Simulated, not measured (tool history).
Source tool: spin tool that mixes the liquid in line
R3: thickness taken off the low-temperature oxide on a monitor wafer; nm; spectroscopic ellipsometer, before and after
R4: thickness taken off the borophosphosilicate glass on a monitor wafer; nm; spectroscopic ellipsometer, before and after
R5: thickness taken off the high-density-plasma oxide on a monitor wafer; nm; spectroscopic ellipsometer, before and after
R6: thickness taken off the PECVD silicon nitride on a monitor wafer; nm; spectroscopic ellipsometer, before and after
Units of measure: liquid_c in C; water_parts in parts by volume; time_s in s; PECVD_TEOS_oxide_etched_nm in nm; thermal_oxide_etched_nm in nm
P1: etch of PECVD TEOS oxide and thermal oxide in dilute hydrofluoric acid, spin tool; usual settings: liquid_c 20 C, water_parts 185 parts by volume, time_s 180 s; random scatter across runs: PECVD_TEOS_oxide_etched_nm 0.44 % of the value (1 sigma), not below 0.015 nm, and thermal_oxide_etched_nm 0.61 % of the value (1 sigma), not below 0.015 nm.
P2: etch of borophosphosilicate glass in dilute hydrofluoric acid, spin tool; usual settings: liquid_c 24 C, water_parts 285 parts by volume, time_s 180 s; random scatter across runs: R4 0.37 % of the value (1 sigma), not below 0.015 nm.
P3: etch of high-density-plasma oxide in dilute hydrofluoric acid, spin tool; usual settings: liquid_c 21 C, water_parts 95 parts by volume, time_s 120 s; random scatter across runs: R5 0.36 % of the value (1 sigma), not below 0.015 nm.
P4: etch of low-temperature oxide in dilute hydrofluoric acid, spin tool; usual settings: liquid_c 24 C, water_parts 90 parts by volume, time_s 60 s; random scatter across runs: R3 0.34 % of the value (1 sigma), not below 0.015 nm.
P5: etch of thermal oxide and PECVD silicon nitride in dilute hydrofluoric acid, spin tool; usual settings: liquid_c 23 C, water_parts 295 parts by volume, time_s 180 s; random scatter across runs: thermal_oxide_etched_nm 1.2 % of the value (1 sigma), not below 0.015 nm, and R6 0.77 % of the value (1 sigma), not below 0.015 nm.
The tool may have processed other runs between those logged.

{"run": 1, "hour": 5.5, "process": "P1", "liquid_c": 20, "water_parts": 185, "time_s": 180, "PECVD_TEOS_oxide_etched_nm": 14.898, "thermal_oxide_etched_nm": 3.586}
{"run": 2, "hour": 9.3, "process": "P1", "liquid_c": 20, "water_parts": 185, "time_s": 180, "PECVD_TEOS_oxide_etched_nm": 14.821, "thermal_oxide_etched_nm": 3.5785}
{"run": 3, "hour": 14.3, "process": "P4", "liquid_c": 24, "water_parts": 90, "time_s": 60, "R3": 23.972}
{"run": 4, "hour": 20.3, "process": "P2", "liquid_c": 17, "water_parts": 285, "time_s": 180, "R4": 17.64}
{"run": 5, "hour": 24.2, "process": "P1", "liquid_c": 20, "water_parts": 275, "time_s": 180, "PECVD_TEOS_oxide_etched_nm": 9.1512, "thermal_oxide_etched_nm": 2.2302}
{"run": 6, "hour": 29.7, "process": "P1", "liquid_c": 20, "water_parts": 75, "time_s": 180, "PECVD_TEOS_oxide_etched_nm": 41.244, "thermal_oxide_etched_nm": 9.868}
{"run": 7, "hour": 35.8, "process": "P4", "liquid_c": 24, "water_parts": 90, "time_s": 115, "R3": 45.938}
{"run": 8, "hour": 41.2, "process": "P3", "liquid_c": 21, "water_parts": 95, "time_s": 120, "R5": 5.8292}
{"run": 9, "hour": 45.1, "process": "P1", "liquid_c": 20, "water_parts": 185, "time_s": 180, "PECVD_TEOS_oxide_etched_nm": 14.732, "thermal_oxide_etched_nm": 3.5542}
{"run": 10, "hour": 48.0, "process": "P5", "liquid_c": 23, "water_parts": 295, "time_s": 180, "thermal_oxide_etched_nm": 2.1917, "R6": 3.1904}
{"run": 11, "hour": 53.4, "process": "P1", "liquid_c": 20, "water_parts": 185, "time_s": 275, "PECVD_TEOS_oxide_etched_nm": 22.579, "thermal_oxide_etched_nm": 5.5112}
{"run": 12, "hour": 58.3, "process": "P3", "liquid_c": 21, "water_parts": 95, "time_s": 120, "R5": 5.8989}
{"run": 13, "hour": 64.7, "process": "P5", "liquid_c": 23, "water_parts": 295, "time_s": 180, "thermal_oxide_etched_nm": 2.2562, "R6": 3.1941}
{"run": 14, "hour": 68.0, "process": "P5", "liquid_c": 23, "water_parts": 295, "time_s": 50, "thermal_oxide_etched_nm": 0.59227, "R6": 0.89699}
{"run": 15, "hour": 73.7, "process": "P2", "liquid_c": 24, "water_parts": 285, "time_s": 180, "R4": 22.973}
{"run": 16, "hour": 77.6, "process": "P5", "liquid_c": 17, "water_parts": 295, "time_s": 180, "thermal_oxide_etched_nm": 1.8017, "R6": 2.1999}
{"run": 17, "hour": 82.5, "process": "P2", "liquid_c": 24, "water_parts": 180, "time_s": 180, "R4": 40.458}
{"run": 18, "hour": 86.7, "process": "P4", "liquid_c": 24, "water_parts": 165, "time_s": 60, "R3": 12.002}
{"run": 19, "hour": 92.6, "process": "P3", "liquid_c": 21, "water_parts": 95, "time_s": 20, "R5": 0.97826}
{"run": 20, "hour": 95.6, "process": "P5", "liquid_c": 23, "water_parts": 55, "time_s": 180, "thermal_oxide_etched_nm": 15.418, "R6": 16.802}
{"run": 21, "hour": 101.0, "process": "P4", "liquid_c": 17, "water_parts": 90, "time_s": 60, "R3": 18.013}
{"hour": 101.2, "done": "hydrofluoric acid flow meter replaced"}
{"run": 22, "hour": 105.0, "process": "P1", "liquid_c": 27, "water_parts": 185, "time_s": 180, "PECVD_TEOS_oxide_etched_nm": 19.249, "thermal_oxide_etched_nm": 4.6075}
{"run": 23, "hour": 111.2, "process": "P1", "liquid_c": 17, "water_parts": 185, "time_s": 180, "PECVD_TEOS_oxide_etched_nm": 13.164, "thermal_oxide_etched_nm": 3.1627}
{"run": 24, "hour": 115.5, "process": "P3", "liquid_c": 21, "water_parts": 170, "time_s": 120, "R5": 2.9735}
{"run": 25, "hour": 121.7, "process": "P4", "liquid_c": 24, "water_parts": 90, "time_s": 60, "R3": 23.99}
{"run": 26, "hour": 126.5, "process": "P1", "liquid_c": 20, "water_parts": 185, "time_s": 180, "PECVD_TEOS_oxide_etched_nm": 14.747, "thermal_oxide_etched_nm": 3.5802}
{"run": 27, "hour": 131.5, "process": "P2", "liquid_c": 24, "water_parts": 285, "time_s": 15, "R4": 1.9132}
{"run": 28, "hour": 135.1, "process": "P1", "liquid_c": 20, "water_parts": 45, "time_s": 85, "PECVD_TEOS_oxide_etched_nm": 33.335, "thermal_oxide_etched_nm": 8.1247}
{"run": 29, "hour": 139.1, "process": "P1", "liquid_c": 20, "water_parts": 185, "time_s": 60, "PECVD_TEOS_oxide_etched_nm": 4.9632, "thermal_oxide_etched_nm": 1.1708}
{"run": 30, "hour": 145.3, "process": "P1", "liquid_c": 20, "water_parts": 295, "time_s": 355, "PECVD_TEOS_oxide_etched_nm": 16.6, "thermal_oxide_etched_nm": 3.9497}
{"run": 31, "hour": 149.4, "process": "P3", "liquid_c": 17, "water_parts": 95, "time_s": 120, "R5": 4.8937}
{"run": 32, "hour": 154.7, "process": "P1", "liquid_c": 20, "water_parts": 185, "time_s": 180, "PECVD_TEOS_oxide_etched_nm": 14.877, "thermal_oxide_etched_nm": 3.5732}
{"run": 33, "hour": 158.3, "process": "P1", "liquid_c": 20, "water_parts": 185, "time_s": 180, "PECVD_TEOS_oxide_etched_nm": 15.308, "thermal_oxide_etched_nm": 3.6445}
{"run": 34, "hour": 162.6, "process": "P1", "liquid_c": 20, "water_parts": 185, "time_s": 180, "PECVD_TEOS_oxide_etched_nm": 15.681, "thermal_oxide_etched_nm": 3.7771}
{"run": 35, "hour": 165.6, "process": "P1", "liquid_c": 20, "water_parts": 185, "time_s": 180, "PECVD_TEOS_oxide_etched_nm": 15.767, "thermal_oxide_etched_nm": 3.8164}
{"run": 36, "hour": 171.7, "process": "P1", "liquid_c": 20, "water_parts": 185, "time_s": 180, "PECVD_TEOS_oxide_etched_nm": 15.937, "thermal_oxide_etched_nm": 3.8301}
{"run": 37, "hour": 176.4, "process": "P1", "liquid_c": 20, "water_parts": 185, "time_s": 180, "PECVD_TEOS_oxide_etched_nm": 16.022, "thermal_oxide_etched_nm": 3.8596}
{"run": 38, "hour": 182.5, "process": "P1", "liquid_c": 20, "water_parts": 185, "time_s": 180, "PECVD_TEOS_oxide_etched_nm": 16.133, "thermal_oxide_etched_nm": 3.8621}
{"run": 39, "hour": 186.5, "process": "P1", "liquid_c": 20, "water_parts": 185, "time_s": 180, "PECVD_TEOS_oxide_etched_nm": 16.141, "thermal_oxide_etched_nm": 3.8947}

P1 has crept away from where it was. The log is fitted equally well by each of these 2 causes, at the sizes shown:
A: liquid hotter than its thermometer reads (K) = 2.2
B: hydrofluoric acid flow above the setpoint (%) = 7.43
Creep in the process output first set in at about hour 154.7.

You are offered 4 check runs, listed below with question marks in place of their results; each one averages 3 wafers. Which run separates the listed causes by giving clearly different results for each?
{"run": "check 1", "hour": 190.5, "process": "P3", "liquid_c": 17, "water_parts": 160, "time_s": 120, "R5": "?"}
{"run": "check 2", "hour": 190.5, "process": "P4", "liquid_c": 24, "water_parts": 125, "time_s": 115, "R3": "?"}
{"run": "check 3", "hour": 190.5, "process": "P2", "liquid_c": 24, "water_parts": 195, "time_s": 25, "R4": "?"}
{"run": "check 4", "hour": 190.5, "process": "P5", "liquid_c": 17, "water_parts": 295, "time_s": 70, "thermal_oxide_etched_nm": "?", "R6": "?"}

What every check run would give for each of its results, assuming each possible cause in turn:
check=check_1 result=R5 if_A=2.9983 if_B=2.9794
check=check_2 result=R3 if_A=34.541 if_B=34.449
check=check_3 result=R4 if_A=5.5192 if_B=5.5513
check=check_4 result=thermal_oxide_etched_nm if_A=0.75355 if_B=0.75845
check=check_4 result=R6 if_A=0.98771 if_B=0.91678
Distance between the nearest two causes, measured in the result of the check that separates them most: check 1 0.63 %; check 2 0.27 %; check 3 0.58 %; check 4 7.45 %
The other checks would show nearly matching results whichever cause is true, so check 4 is the only one that separates the causes.

Check 4 has now been run. It gave: thermal_oxide_etched_nm 0.7543 nm; R6 0.98403 nm. Which of the candidate causes is it?

The correct cause is A, namely: liquid hotter than its thermometer reads (K).
